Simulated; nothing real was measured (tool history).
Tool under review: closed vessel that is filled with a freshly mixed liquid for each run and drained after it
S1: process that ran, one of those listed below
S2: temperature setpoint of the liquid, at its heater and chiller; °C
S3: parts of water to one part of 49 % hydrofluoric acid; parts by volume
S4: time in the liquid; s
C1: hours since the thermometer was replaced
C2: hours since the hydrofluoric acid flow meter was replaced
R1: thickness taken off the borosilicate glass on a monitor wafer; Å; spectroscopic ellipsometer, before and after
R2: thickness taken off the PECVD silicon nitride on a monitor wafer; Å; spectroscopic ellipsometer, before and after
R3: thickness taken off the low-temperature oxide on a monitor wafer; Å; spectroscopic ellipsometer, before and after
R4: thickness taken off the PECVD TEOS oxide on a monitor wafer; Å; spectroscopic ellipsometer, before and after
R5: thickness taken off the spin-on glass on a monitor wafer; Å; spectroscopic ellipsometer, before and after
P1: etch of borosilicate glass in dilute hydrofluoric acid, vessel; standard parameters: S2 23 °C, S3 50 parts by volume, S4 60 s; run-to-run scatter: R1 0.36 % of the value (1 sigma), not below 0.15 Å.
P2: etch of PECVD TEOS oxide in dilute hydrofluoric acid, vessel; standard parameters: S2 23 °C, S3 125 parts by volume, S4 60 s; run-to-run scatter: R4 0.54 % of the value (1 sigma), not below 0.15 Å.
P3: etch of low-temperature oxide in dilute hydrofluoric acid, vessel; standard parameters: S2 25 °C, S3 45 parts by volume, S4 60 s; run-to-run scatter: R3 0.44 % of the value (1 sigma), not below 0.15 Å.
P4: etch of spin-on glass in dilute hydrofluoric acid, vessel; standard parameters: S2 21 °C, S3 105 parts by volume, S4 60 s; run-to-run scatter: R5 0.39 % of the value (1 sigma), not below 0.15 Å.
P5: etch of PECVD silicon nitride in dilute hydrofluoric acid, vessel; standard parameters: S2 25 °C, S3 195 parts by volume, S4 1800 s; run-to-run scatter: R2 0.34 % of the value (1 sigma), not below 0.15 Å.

run,hour,S1,S2,S3,S4,C1,C2,R1,R2,R3,R4,R5
1,13.1,P1,23,50,60,629.9,545.9,351.84,,,,
2,27.6,P5,19.5,195,1800,644.4,560.4,,154.49,,,
3,36.2,P3,25,45,35,653,569,,,171.02,,
4,51,P1,23,70,85,667.8,583.8,345.6,,,,
5,58.5,P5,25,195,1800,675.3,591.3,,219.03,,,
6,74.6,P2,17.5,125,60,691.4,607.4,,,,65.729,
7,82.8,P3,25,45,60,699.6,615.6,,,293.1,,
8,98,P1,23,50,60,714.8,630.8,353.45,,,,
9,105.8,P1,23,50,60,722.6,638.6,351.21,,,,
10,118.2,P2,23,65,60,735,651,,,,171.01,
11,131.3,P4,21,105,30,748.1,664.1,,,,,129.5
12,146.2,P1,23,50,60,763,679,353.66,,,,
13,154.1,P1,17.5,50,60,770.9,686.9,280.69,,,,
14,161.8,P3,25,70,60,778.6,694.6,,,182.24,,
15,172,P4,21,105,60,788.8,704.8,,,,,258.31
16,181.5,P1,27.5,50,60,798.3,714.3,423.05,,,,
17,194.8,P2,23,125,105,811.6,727.6,,,,143.69,
18,208.8,P1,23,50,100,825.6,741.6,585.93,,,,
19,224.1,P3,18,45,60,840.9,756.9,,,217.75,,
20,236.5,P5,25,265,1800,853.3,769.3,,162.47,,,
21,248.2,P1,23,70,60,865,781,245.64,,,,
22,256.4,P1,23,50,60,873.2,789.2,351.68,,,,
23,268.1,P4,17,105,60,884.9,800.9,,,,,219.54
24,279.6,P1,23,20,60,896.4,812.4,916.93,,,,
25,290.9,P4,21,105,60,907.7,823.7,,,,,256.67
26,303.5,P2,23,125,60,920.3,836.3,,,,81.9,
27,310.6,P3,25,45,60,927.4,843.4,,,291.56,,
28,319.8,P4,21,145,60,936.6,852.6,,,,,178.32
29,327.8,P1,23,50,30,944.6,860.6,177.23,,,,
30,339.8,P1,23,50,60,956.6,872.6,350.43,,,,
31,348.1,P5,25,195,270,964.9,880.9,,33.026,,,
32,360.4,P1,23,50,60,977.2,893.2,351.03,,,,
33,376.4,P1,23,50,60,993.2,909.2,344.56,,,,
34,389.4,P1,23,50,60,1006.2,922.2,337.98,,,,
35,402.3,P1,23,50,60,1019.1,935.1,337.16,,,,
36,415.4,P1,23,50,60,1032.2,948.2,331.65,,,,
37,428.1,P1,23,50,60,1044.9,960.9,331.35,,,,
38,436.7,P1,23,50,60,1053.5,969.5,331.1,,,,
39,451.2,P1,23,50,60,1068,984,330.63,,,,
40,464.6,P1,23,50,60,1081.4,997.4,330.6,,,,
41,479.7,P1,23,50,60,1096.5,1012.5,326.77,,,,
42,491.1,P1,23,50,60,1107.9,1023.9,328.93,,,,
43,503,P1,23,50,60,1119.8,1035.8,328.19,,,,

The log shows P1 creeping away from where it was. Any of the 2 causes listed here, at the size stated for it, fits the log just as well as the others:
A: liquid colder than its thermometer reads (K) = 1.69
B: hydrofluoric acid flow below the setpoint (%) = 6.38
The onset of the drift is placed at about hour 360.4.

Consider the 4 single-wafer check runs listed below, results given as question marks: which one distinguishes between the causes by giving clearly different results for each?
check 1,514.9,P3,25,45,60,,,,,?,,
check 2,514.9,P2,23,125,60,,,,,,?,
check 3,514.9,P5,25,195,1800,,,,?,,,
check 4,514.9,P4,21,105,60,,,,,,,?

If the cause were each of the candidates in turn, the checks would give the following:
check,result,if A,if B
check 1,R3,272.62,272.5
check 2,R4,76.827,76.154
check 3,R2,197.54,205.88
check 4,R5,240.79,239.6
Gap, in per cent, between the two causes that each check separates least, read from the result that separates them most: check 1 0.04 %; check 2 0.88 %; check 3 4.13 %; check 4 0.5 %
Check 3 distinguishes between the causes, while the remaining checks would return nearly the same result for all of them.

With check 3 done, the readings were: R2 205.37 Å. Identify which of the listed causes applies.

The cause is B: hydrofluoric acid flow below the setpoint (%).
